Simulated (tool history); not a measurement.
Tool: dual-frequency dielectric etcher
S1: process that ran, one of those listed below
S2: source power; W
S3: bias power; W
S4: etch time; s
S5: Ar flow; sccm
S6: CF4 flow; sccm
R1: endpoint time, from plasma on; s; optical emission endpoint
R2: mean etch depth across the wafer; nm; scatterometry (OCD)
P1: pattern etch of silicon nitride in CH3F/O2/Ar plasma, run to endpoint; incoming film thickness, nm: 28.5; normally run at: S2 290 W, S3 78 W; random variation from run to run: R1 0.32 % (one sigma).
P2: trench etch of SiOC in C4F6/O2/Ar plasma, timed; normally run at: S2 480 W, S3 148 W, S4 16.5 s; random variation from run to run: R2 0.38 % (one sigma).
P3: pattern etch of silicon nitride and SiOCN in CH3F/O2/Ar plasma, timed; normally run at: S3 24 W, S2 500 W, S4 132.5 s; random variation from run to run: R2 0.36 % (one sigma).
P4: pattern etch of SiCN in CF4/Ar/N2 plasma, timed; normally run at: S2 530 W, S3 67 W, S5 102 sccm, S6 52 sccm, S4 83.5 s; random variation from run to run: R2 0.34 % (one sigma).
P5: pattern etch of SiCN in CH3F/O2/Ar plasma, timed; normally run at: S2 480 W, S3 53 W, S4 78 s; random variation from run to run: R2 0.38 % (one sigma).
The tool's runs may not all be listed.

run,day,S1,S2,S3,S4,S5,S6,R1,R2
1,0.308,P1,290,78,,,,46.426,
2,0.671,P1,290,78,,,,46.5,
3,1.025,P2,480,148,16.5,,,,33.539
4,1.404,P2,480,206,16.5,,,,37.257
5,1.758,P3,500,24,132.5,,,,19.986
6,2.079,P3,620,24,132.5,,,,21.68
# day 2.242: bias power generator calibrated
7,2.308,P2,360,148,16.5,,,,30.082
8,2.646,P3,500,17,132.5,,,,17.293
9,2.925,P1,180,78,,,,55.552,
10,3.258,P4,530,45,83.5,102,52,,66.925
11,3.488,P4,530,67,83.5,102,52,,76.929
12,3.762,P3,500,24,132.5,,,,19.971
13,3.962,P1,290,55,,,,52.267,
14,4.292,P4,530,67,54,102,52,,49.907
15,4.492,P5,300,53,78,,,,24.188
16,4.804,P1,290,97,,,,42.922,
17,5.042,P1,350,59,,,,47.733,
18,5.229,P4,530,67,83.5,140,52,,72.889
19,5.617,P2,480,148,9.5,,,,19.349
20,5.908,P3,500,24,75.5,,,,11.5
21,6.267,P2,480,148,16.5,,,,33.709

Forecast run 22:
22,6.521,P1,290,78,,,,?,

{"run 22": {"R1": 46.525}}
